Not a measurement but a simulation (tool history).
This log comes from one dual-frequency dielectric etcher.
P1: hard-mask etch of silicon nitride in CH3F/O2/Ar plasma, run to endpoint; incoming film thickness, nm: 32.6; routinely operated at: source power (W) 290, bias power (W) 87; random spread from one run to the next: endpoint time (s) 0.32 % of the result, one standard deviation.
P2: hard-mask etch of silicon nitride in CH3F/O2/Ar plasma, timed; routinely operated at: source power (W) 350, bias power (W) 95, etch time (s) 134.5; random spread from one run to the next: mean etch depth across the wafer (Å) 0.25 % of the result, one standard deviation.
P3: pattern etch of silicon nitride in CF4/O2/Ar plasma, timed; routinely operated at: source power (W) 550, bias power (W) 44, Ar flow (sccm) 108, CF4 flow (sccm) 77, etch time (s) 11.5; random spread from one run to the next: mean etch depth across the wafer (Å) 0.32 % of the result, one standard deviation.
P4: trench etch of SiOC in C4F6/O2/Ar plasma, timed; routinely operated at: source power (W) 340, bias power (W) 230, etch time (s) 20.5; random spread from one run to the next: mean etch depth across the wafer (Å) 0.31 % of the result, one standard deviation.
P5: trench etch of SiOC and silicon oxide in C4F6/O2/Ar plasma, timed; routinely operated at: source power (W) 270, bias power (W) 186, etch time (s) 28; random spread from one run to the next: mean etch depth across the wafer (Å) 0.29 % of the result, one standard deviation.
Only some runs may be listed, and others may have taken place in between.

run,day,process that ran,source power (W),bias power (W),Ar flow (sccm),CF4 flow (sccm),etch time (s),hours since the last wet clean,hours since the last source power generator calibration,hours since the last bias power generator calibration,endpoint time (s),mean etch depth across the wafer (Å)
1,0.538,P1,290,87,,,,212.7,2046.3,3396.8,50.714,
2,1.296,P3,550,44,65,77,11.5,230.9,2064.5,3415,,228
3,1.954,P4,340,230,,,20.5,246.7,2080.3,3430.8,,424.05
# day 2.429: source power generator calibrated
4,2.538,P3,550,44,108,77,15.5,260.7,2.7,3444.8,,288.25
5,3.062,P4,340,230,,,20.5,273.3,15.3,3457.4,,424.83
6,3.65,P5,270,186,,,38.5,287.4,29.4,3471.5,,655.41
7,4.204,P2,500,95,,,134.5,300.7,42.7,3484.8,,1103.1
8,4.579,P1,290,87,,,,309.7,51.7,3493.8,50.489,
9,4.95,P1,190,70,,,,318.6,60.6,3502.7,64.133,
10,5.596,P1,290,122,,,,334.1,76.1,3518.2,44.439,
11,6.233,P5,270,186,,,28,349.4,91.4,3533.5,,475.05
12,6.658,P1,240,87,,,,359.6,101.6,3543.7,54.054,
13,7.238,P3,670,44,108,77,11.5,373.5,115.5,3557.6,,255.44
14,7.967,P3,550,44,108,61,11.5,391,133,3575.1,,206.59
15,8.508,P4,340,139,,,20.5,404,146,3588.1,,357.7
16,8.908,P1,290,87,,,,413.6,155.6,3597.7,50.397,
17,9.412,P3,550,55,108,77,11.5,425.7,167.7,3609.8,,232.71
18,9.917,P2,350,95,,,90,437.8,179.8,3621.9,,641.81
19,10.375,P1,390,87,,,,448.8,190.8,3632.9,45.336,
20,11.029,P4,470,230,,,20.5,464.5,206.5,3648.6,,477.07
21,11.625,P5,270,112,,,28,478.8,220.8,3662.9,,407.81
22,12.029,P1,390,55,,,,488.5,230.5,3672.6,52.872,
23,12.775,P4,340,230,,,27.5,506.4,248.4,3690.5,,570.1
24,13.438,P1,290,87,,,,522.3,264.3,3706.4,50.761,
25,13.883,P2,350,133,,,134.5,533,275,3717.1,,1086.6
26,14.642,P3,550,44,108,77,11.5,551.2,293.2,3735.3,,213.57
27,15.117,P1,290,87,,,,562.6,304.6,3746.7,50.637,
28,15.496,P1,290,67,,,,571.7,313.7,3755.8,55.539,
29,15.896,P5,180,186,,,28,581.3,323.3,3765.4,,404.78
30,16.412,P2,350,95,,,134.5,593.7,335.7,3777.8,,961.41
31,16.838,P1,290,87,,,,603.9,345.9,3788,50.545,
32,17.358,P1,290,87,,,,616.4,358.4,3800.5,50.27,
33,17.858,P1,290,87,,,,628.4,370.4,3812.5,50.275,
34,18.575,P1,290,87,,,,645.6,387.6,3829.7,49.839,
# day 18.921: wet clean of the chamber
35,18.988,P1,290,87,,,,1.6,397.5,3839.6,49.889,
36,19.479,P1,290,87,,,,13.4,409.3,3851.4,49.974,
37,20.017,P1,290,87,,,,26.3,422.2,3864.3,49.495,
38,20.529,P1,290,87,,,,38.6,434.5,3876.6,49.754,

Compared with where it was, what P1 gives has crept away. Each cause listed below fits the log as well as the rest, at the size given for it:
A: bias power that arrives over what is set, % = 4.45
B: source power that arrives over what is set, % = 4.38
The onset of the drift is placed at about day 16.838.
What rules out each remaining cause:
chamber walls in a state that raises the etch rate, %: serviced at day 18.921, which brought nothing back

Of the 4 check runs below, each run on 2 wafers with the results averaged and each result still a question mark, which one would tell the listed causes apart?
check 1,21.042,P5,200,147,,,28,,,,,?
check 2,21.042,P4,460,150,,,20.5,,,,,?
check 3,21.042,P2,470,132,,,134.5,,,,,?
check 4,21.042,P3,640,44,108,77,14,,,,,?

How each check would come out, cause by cause:
check,result,if A,if B
check 1,mean etch depth across the wafer (Å),397.4,398.47
check 2,mean etch depth across the wafer (Å),421.31,422.92
check 3,mean etch depth across the wafer (Å),1233.5,1232.4
check 4,mean etch depth across the wafer (Å),301.45,307.84
Separation of the two closest causes in each check, using whichever result separates them best: check 1 0.27 %; check 2 0.38 %; check 3 0.09 %; check 4 2.1 %
Of the check runs offered, only check 4 discriminates between the causes; the rest would read about the same regardless of which cause applies.

Check 4 was then run and gave: mean etch depth across the wafer (Å) 307.65. Which cause is it?

It is B: source power that arrives over what is set, %.

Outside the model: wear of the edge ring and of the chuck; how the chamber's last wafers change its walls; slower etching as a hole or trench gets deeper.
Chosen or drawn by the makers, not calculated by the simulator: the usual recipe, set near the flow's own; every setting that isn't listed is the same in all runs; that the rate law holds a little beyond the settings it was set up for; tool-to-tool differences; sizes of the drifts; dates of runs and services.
